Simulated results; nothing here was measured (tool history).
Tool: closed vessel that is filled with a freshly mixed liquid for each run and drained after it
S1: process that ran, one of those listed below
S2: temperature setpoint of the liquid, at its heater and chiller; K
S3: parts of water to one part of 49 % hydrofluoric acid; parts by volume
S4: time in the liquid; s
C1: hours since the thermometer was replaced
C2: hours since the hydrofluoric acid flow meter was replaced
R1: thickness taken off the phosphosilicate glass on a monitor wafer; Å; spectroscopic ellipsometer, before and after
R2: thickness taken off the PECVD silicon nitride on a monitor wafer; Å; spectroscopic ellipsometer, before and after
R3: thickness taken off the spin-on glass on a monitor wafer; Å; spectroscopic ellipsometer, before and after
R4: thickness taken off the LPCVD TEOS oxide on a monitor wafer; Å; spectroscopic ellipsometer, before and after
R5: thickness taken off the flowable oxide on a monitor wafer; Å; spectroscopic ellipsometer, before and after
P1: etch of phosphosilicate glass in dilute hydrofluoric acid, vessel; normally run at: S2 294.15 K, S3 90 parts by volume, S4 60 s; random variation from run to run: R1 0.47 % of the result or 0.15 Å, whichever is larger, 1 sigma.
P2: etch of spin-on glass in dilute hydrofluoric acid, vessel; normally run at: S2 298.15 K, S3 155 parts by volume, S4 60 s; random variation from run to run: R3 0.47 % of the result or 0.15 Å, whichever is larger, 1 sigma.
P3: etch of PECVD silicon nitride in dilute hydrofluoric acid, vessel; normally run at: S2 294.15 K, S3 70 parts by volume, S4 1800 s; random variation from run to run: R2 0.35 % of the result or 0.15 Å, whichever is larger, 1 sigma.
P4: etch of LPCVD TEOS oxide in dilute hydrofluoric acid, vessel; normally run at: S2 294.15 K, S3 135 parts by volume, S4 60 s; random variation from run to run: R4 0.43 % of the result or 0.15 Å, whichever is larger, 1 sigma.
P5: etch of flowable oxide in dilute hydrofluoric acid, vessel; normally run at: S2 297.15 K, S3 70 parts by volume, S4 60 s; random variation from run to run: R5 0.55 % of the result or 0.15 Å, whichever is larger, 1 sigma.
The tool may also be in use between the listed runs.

| run | day | S1 | S2 | S3 | S4 | C1 | C2 | R1 | R2 | R3 | R4 | R5 |
|---|---|---|---|---|---|---|---|---|---|---|---|---|
| 1 | 0.725 | P1 | 294.15 | 90 | 60 | 560.5 | 373.0 | 1007.10 |  |  |  |  |
| 2 | 1.350 | P1 | 294.15 | 90 | 115 | 575.5 | 388.0 | 1921.10 |  |  |  |  |
| 3 | 2.146 | P3 | 294.15 | 70 | 1800 | 594.6 | 407.1 |  | 389.98 |  |  |  |
| 4 | 2.512 | P2 | 298.15 | 155 | 60 | 603.4 | 415.9 |  |  | 187.15 |  |  |
| 5 | 3.192 | P4 | 294.15 | 185 | 60 | 619.7 | 432.2 |  |  |  | 49.992 |  |
| 6 | 3.825 | P1 | 294.15 | 90 | 60 | 634.9 | 447.4 | 1012.70 |  |  |  |  |
| 7 | 4.279 | P4 | 294.15 | 135 | 60 | 645.8 | 458.3 |  |  |  | 72.196 |  |
| 8 | 4.875 | P1 | 300.15 | 135 | 60 | 660.1 | 472.6 | 803.95 |  |  |  |  |
| 9 | 5.554 | P2 | 298.15 | 155 | 60 | 676.4 | 488.9 |  |  | 185.80 |  |  |
| 10 | 5.925 | P4 | 290.15 | 135 | 60 | 685.3 | 497.8 |  |  |  | 61.256 |  |
| 11 | 6.492 | P3 | 294.15 | 95 | 1800 | 698.9 | 511.4 |  | 289.40 |  |  |  |
| 12 | 7.133 | P1 | 294.15 | 90 | 60 | 714.3 | 526.8 | 1011.00 |  |  |  |  |
| 13 | 7.558 | P4 | 294.15 | 135 | 95 | 724.5 | 537.0 |  |  |  | 114.790 |  |
| 14 | 8.258 | P1 | 294.15 | 90 | 60 | 741.3 | 553.8 | 1004.70 |  |  |  |  |
| 15 | 8.638 | P4 | 294.15 | 135 | 60 | 750.4 | 562.9 |  |  |  | 72.125 |  |
| 16 | 9.425 | P1 | 294.15 | 90 | 30 | 769.3 | 581.8 | 501.51 |  |  |  |  |
| 17 | 9.858 | P1 | 299.15 | 90 | 100 | 779.7 | 592.2 | 2061.50 |  |  |  |  |
| 18 | 10.362 | P5 | 297.15 | 70 | 110 | 791.8 | 604.3 |  |  |  |  | 996.46 |
| 19 | 10.708 | P1 | 294.15 | 20 | 60 | 800.1 | 612.6 | 4912.40 |  |  |  |  |
| 20 | 11.267 | P1 | 294.15 | 135 | 60 | 813.5 | 626.0 | 638.29 |  |  |  |  |
| 21 | 11.983 | P5 | 297.15 | 70 | 60 | 830.7 | 643.2 |  |  |  |  | 536.73 |
| 22 | 12.504 | P5 | 293.15 | 70 | 60 | 843.2 | 655.7 |  |  |  |  | 454.31 |
| 23 | 13.071 | P3 | 294.15 | 70 | 2810 | 856.8 | 669.3 |  | 612.18 |  |  |  |
| 24 | 13.700 | P2 | 298.15 | 95 | 60 | 871.9 | 684.4 |  |  | 323.84 |  |  |
| 25 | 14.438 | P5 | 297.15 | 70 | 60 | 889.6 | 702.1 |  |  |  |  | 537.68 |
| 26 | 14.988 | P1 | 297.65 | 90 | 35 | 902.8 | 715.3 | 677.07 |  |  |  |  |
| 27 | 15.408 | P2 | 292.15 | 155 | 60 | 912.9 | 725.4 |  |  | 146.87 |  |  |
| 28 | 16.042 | P3 | 300.15 | 70 | 1800 | 928.1 | 740.6 |  | 583.45 |  |  |  |
| 29 | 16.579 | P2 | 298.15 | 155 | 120 | 941.0 | 753.5 |  |  | 371.32 |  |  |
| 30 | 17.067 | P1 | 298.15 | 90 | 60 | 952.7 | 765.2 | 1171.20 |  |  |  |  |
| 31 | 17.533 | P1 | 290.15 | 90 | 60 | 963.9 | 776.4 | 850.17 |  |  |  |  |
| 32 | 18.250 | P5 | 297.15 | 30 | 60 | 981.1 | 793.6 |  |  |  |  | 1319.20 |
| 33 | 19.017 | P1 | 294.15 | 90 | 60 | 999.5 | 812.0 | 1010.60 |  |  |  |  |
| 34 | 19.662 | P1 | 294.15 | 90 | 60 | 1015.0 | 827.5 | 979.49 |  |  |  |  |
| 35 | 20.162 | P1 | 294.15 | 90 | 60 | 1027.0 | 839.5 | 957.18 |  |  |  |  |

Run 36 comes next. What will it give?
| 36 | 20.925 | P1 | 294.15 | 90 | 60 | 1045.3 | 857.8 | ? |  |  |  |  |

Run 36 gave R1 955.24 Å.

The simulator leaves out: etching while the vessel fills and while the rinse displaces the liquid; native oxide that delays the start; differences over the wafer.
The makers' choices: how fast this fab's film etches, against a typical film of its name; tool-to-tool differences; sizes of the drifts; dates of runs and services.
